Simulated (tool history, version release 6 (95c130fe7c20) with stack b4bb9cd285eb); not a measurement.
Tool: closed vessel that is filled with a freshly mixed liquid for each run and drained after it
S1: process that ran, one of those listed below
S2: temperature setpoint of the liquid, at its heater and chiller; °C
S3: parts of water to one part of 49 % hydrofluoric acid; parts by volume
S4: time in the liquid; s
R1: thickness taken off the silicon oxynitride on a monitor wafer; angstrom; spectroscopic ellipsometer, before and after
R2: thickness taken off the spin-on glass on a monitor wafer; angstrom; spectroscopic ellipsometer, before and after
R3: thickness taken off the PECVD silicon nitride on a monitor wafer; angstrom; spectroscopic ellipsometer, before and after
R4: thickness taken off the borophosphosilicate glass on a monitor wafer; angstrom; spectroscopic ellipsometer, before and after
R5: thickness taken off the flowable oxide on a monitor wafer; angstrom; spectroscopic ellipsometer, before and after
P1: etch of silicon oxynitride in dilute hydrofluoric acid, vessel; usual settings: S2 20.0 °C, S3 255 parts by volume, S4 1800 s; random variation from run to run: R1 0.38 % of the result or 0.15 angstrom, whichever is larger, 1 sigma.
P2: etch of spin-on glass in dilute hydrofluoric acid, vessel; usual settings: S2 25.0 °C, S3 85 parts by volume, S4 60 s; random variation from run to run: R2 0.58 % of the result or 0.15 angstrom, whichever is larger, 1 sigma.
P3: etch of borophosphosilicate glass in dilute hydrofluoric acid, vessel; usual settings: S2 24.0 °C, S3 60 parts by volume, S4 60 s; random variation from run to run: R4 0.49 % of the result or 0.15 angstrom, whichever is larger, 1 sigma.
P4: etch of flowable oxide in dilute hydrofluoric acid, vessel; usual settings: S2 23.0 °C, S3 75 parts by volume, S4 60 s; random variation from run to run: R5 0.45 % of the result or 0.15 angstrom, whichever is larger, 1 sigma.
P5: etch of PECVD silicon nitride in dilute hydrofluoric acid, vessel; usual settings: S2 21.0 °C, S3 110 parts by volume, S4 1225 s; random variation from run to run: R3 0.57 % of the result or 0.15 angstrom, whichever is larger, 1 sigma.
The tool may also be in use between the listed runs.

run   hour  S1    S2   S3    S4        R1      R2       R3       R4      R5
  1    2.7  P1  20.0  255  1800  188.4200
  2    6.1  P2  25.0  150    60            171.00
  3    9.4  P5  21.0  195  1225                     92.268
  4   13.2  P2  25.0   85    60            323.84
  5   17.3  P3  24.0   25    60                             1466.20
  6   20.6  P3  17.0   60    60                              436.73
  7   24.3  P1  20.0  255  1800  188.8700
  8   27.2  P3  24.0   60    60                              589.04
  9   29.2  P1  28.5  255  1800  270.8800
 10   32.3  P1  20.0  390   945   59.5180
 11   34.4  P1  20.0  255  1800  187.1600
 12   36.4  P1  20.0  255  1800  189.0900
 13   39.2  P1  20.0  255  2645  276.5300
 14   42.3  P3  24.0   60    30                              292.78
 15   44.5  P1  20.0  255    30    3.0887
 16   46.4  P4  23.0   75    30                                      223.06
 17   50.5  P1  20.0  430  1800  100.1600
 18   54.4  P2  18.0   85    60            242.66
 19   58.0  P5  21.0  110  1225                    161.560
 20   60.6  P4  23.0  110    60                                      291.00
 21   64.4  P1  20.0  255  1800  187.9800
 22   67.8  P5  21.0  110  1225                    162.520
 23   70.4  P5  21.0  110  1850                    249.150
 24   72.4  P1  20.0   55  1800  992.2200
 25   74.9  P1  17.0  255  1800  163.5600
      76.2  -- thermometer replaced
 26   77.0  P5  17.0  110  1225                    123.850
 27   79.3  P4  23.0   75    60                                      447.21
 28   82.9  P4  27.0   75    60                                      524.81
 29   86.1  P2  25.0   85    30            160.58
 30   89.6  P1  20.0  255  1800  186.4900
 31   92.3  P1  20.0  255  1800  193.7500
 32   95.1  P1  20.0  255  1800  197.1500
 33   97.7  P1  20.0  255  1800  199.3500
 34  101.0  P1  20.0  255  1800  200.4000
 35  103.0  P1  20.0  255  1800  200.1300
 36  104.8  P1  20.0  255  1800  201.2800

What P1 gives has crept away from where it was. These 2 causes fit the log equally well, each at the size given:
A: liquid hotter than its thermometer reads (K) = 1.43
B: hydrofluoric acid flow above the setpoint (%) = 5.7
The creep began at about hour 89.6.

4 check runs are offered, one wafer each, their results left as question marks. Which one tells the causes apart?
check 1  106.6  P5  21.0  110  1225           ?
check 2  106.6  P4  23.0   75    60                   ?
check 3  106.6  P2  25.0   85    60       ?
check 4  106.6  P3  24.0   60    60               ?

What each check would give under each cause:
  check  result     if A     if B
check 1      R3  179.140  171.880
check 2      R5   472.73   473.95
check 3      R2   343.64   345.32
check 4      R4   621.04   622.10
How far apart the two closest causes lie, in the result that separates them most: check 1 4.14 %; check 2 0.26 %; check 3 0.49 %; check 4 0.17 %
Only check 1 tells the causes apart: in the others they would give nearly the same result.

Check 1 was then run and gave: R3 179.750 angstrom. Which cause is it?

It is A: liquid hotter than its thermometer reads (K).
